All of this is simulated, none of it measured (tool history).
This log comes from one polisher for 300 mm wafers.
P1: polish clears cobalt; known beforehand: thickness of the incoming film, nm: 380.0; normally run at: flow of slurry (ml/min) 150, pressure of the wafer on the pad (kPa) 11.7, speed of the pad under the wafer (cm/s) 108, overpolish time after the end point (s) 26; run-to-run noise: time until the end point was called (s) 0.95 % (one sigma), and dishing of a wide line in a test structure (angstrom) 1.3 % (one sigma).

| run | hour | flow of slurry (ml/min) | pressure of the wafer on the pad (kPa) | speed of the pad under the wafer (cm/s) | overpolish time after the end point (s) | wafers polished on this pad | hours since the slurry nozzle was cleaned | hours since the head pressure was calibrated | time until the end point was called (s) | dishing of a wide line in a test structure (angstrom) |
|---|---|---|---|---|---|---|---|---|---|---|
| 1 | 10.5 | 150 | 11.7 | 108 | 26 | 553 | 93.2 | 275.6 | 69.86 | 451 |
| 2 | 26.4 | 150 | 11.7 | 108 | 26 | 720 | 109.1 | 291.5 | 69.237 | 448.91 |
| 3 | 39.9 | 150 | 11.7 | 136 | 8 | 862 | 122.6 | 305 | 55.038 | 319.92 |
| 4 | 50.4 | 150 | 11.7 | 108 | 26 | 972 | 133.1 | 315.5 | 69.246 | 457.35 |
| 5 | 61.6 | 150 | 11.7 | 108 | 26 | 1090 | 144.3 | 326.7 | 70.178 | 447.17 |
| 6 | 77.7 | 150 | 5.5 | 108 | 26 | 1260 | 160.4 | 342.8 | 148.46 | 368.49 |
| 7 | 86.2 | 150 | 11.7 | 108 | 8 | 1349 | 168.9 | 351.3 | 70.316 | 280.64 |
| 8 | 93.9 | 110 | 11.7 | 142 | 26 | 1430 | 176.6 | 359 | 56.043 | 450.5 |
| 9 | 105.8 | 150 | 11.7 | 166 | 26 | 1555 | 188.5 | 370.9 | 44.981 | 468.26 |
| 10 | 116.2 | 150 | 18.6 | 108 | 26 | 1665 | 198.9 | 381.3 | 44.121 | 479.86 |
| 11 | 124.1 | 195 | 11.7 | 108 | 26 | 1748 | 206.8 | 389.2 | 67.08 | 460.89 |
| 12 | 138 | 150 | 11.7 | 108 | 26 | 1894 | 220.7 | 403.1 | 68.854 | 453.45 |
| 13 | 150.9 | 150 | 11.7 | 74 | 26 | 2030 | 233.6 | 416 | 102.93 | 413.99 |
| 14 | 159.6 | 150 | 11.7 | 108 | 52 | 2122 | 242.3 | 424.7 | 70.065 | 478.69 |
| 15 | 173.3 | 90 | 11.7 | 108 | 26 | 2266 | 256 | 438.4 | 77.975 | 442.2 |
| 16 | 185.3 | 150 | 11.7 | 108 | 26 | 2392 | 268 | 450.4 | 68.584 | 453.32 |
| 17 | 197.9 | 150 | 11.7 | 108 | 26 | 2525 | 280.6 | 463 | 70.531 | 449.61 |
| 18 | 213.2 | 150 | 11.7 | 108 | 26 | 2686 | 295.9 | 478.3 | 72.861 | 450.92 |
| 19 | 229.2 | 150 | 11.7 | 108 | 26 | 2854 | 311.9 | 494.3 | 74.481 | 454.49 |
| 20 | 237.3 | 150 | 11.7 | 108 | 26 | 2939 | 320 | 502.4 | 75.014 | 447.12 |
| 21 | 249.6 | 150 | 11.7 | 108 | 26 | 3069 | 332.3 | 514.7 | 74.434 | 449.3 |
| 22 | 262 | 150 | 11.7 | 108 | 26 | 3199 | 344.7 | 527.1 | 74.622 | 447 |
|  | 265.2 | head pressure recalibrated |
| 23 | 275.9 | 150 | 11.7 | 108 | 26 | 3345 | 358.6 | 10.8 | 76.752 | 448.7 |
| 24 | 291.1 | 150 | 11.7 | 108 | 26 | 3505 | 373.8 | 26 | 75.283 | 448.09 |
| 25 | 300.7 | 150 | 11.7 | 108 | 26 | 3606 | 383.4 | 35.6 | 75.108 | 446.97 |

The output of P1 has drifted from where it used to be. Each of the 2 causes below, taken at the size shown beside it, accounts for the log equally well:
A: slurry flow missing at the pad, % = 28.9
B: removal rate lost through wear of the pad, % = 6.7
At approximately hour 185.3, the process output began to creep.
The rest of the possible causes, and what rules out each one:
head's pressure below its setpoint, %: serviced after onset, at hour 265.2, with no recovery of the prior output

Of the 4 check runs below, each run on 3 wafers with the results averaged and each result still a question mark, which one would tell the listed causes apart?
| check 1 | 310.3 | 150 | 6.2 | 160 | 26 |  |  |  | ? | ? |
| check 2 | 310.3 | 150 | 14.5 | 154 | 26 |  |  |  | ? | ? |
| check 3 | 310.3 | 150 | 11.7 | 108 | 47 |  |  |  | ? | ? |
| check 4 | 310.3 | 90 | 11.7 | 156 | 26 |  |  |  | ? | ? |

Expected result of each check under each candidate cause:
| check | result | if A | if B |
|---|---|---|---|
| check 1 | time until the end point was called (s) | 95.606 | 95.62 |
| check 1 | dishing of a wide line in a test structure (angstrom) | 423.05 | 423.03 |
| check 2 | time until the end point was called (s) | 42.571 | 42.576 |
| check 2 | dishing of a wide line in a test structure (angstrom) | 472.98 | 472.98 |
| check 3 | time until the end point was called (s) | 74.985 | 74.996 |
| check 3 | dishing of a wide line in a test structure (angstrom) | 476.83 | 476.83 |
| check 4 | time until the end point was called (s) | 60.406 | 58.096 |
| check 4 | dishing of a wide line in a test structure (angstrom) | 461.15 | 463.26 |
Smallest distance between any two causes, each pair judged by its most separating result, in per cent: check 1 0.01 %; check 2 0.01 %; check 3 0.01 %; check 4 3.9 %
Check 4 tells the causes apart: in the others they would give nearly the same result.

With check 4 done, the readings were: time until the end point was called (s) 58.121; dishing of a wide line in a test structure (angstrom) 462.72. Identify which of the listed causes applies.

It is B: removal rate lost through wear of the pad, %.

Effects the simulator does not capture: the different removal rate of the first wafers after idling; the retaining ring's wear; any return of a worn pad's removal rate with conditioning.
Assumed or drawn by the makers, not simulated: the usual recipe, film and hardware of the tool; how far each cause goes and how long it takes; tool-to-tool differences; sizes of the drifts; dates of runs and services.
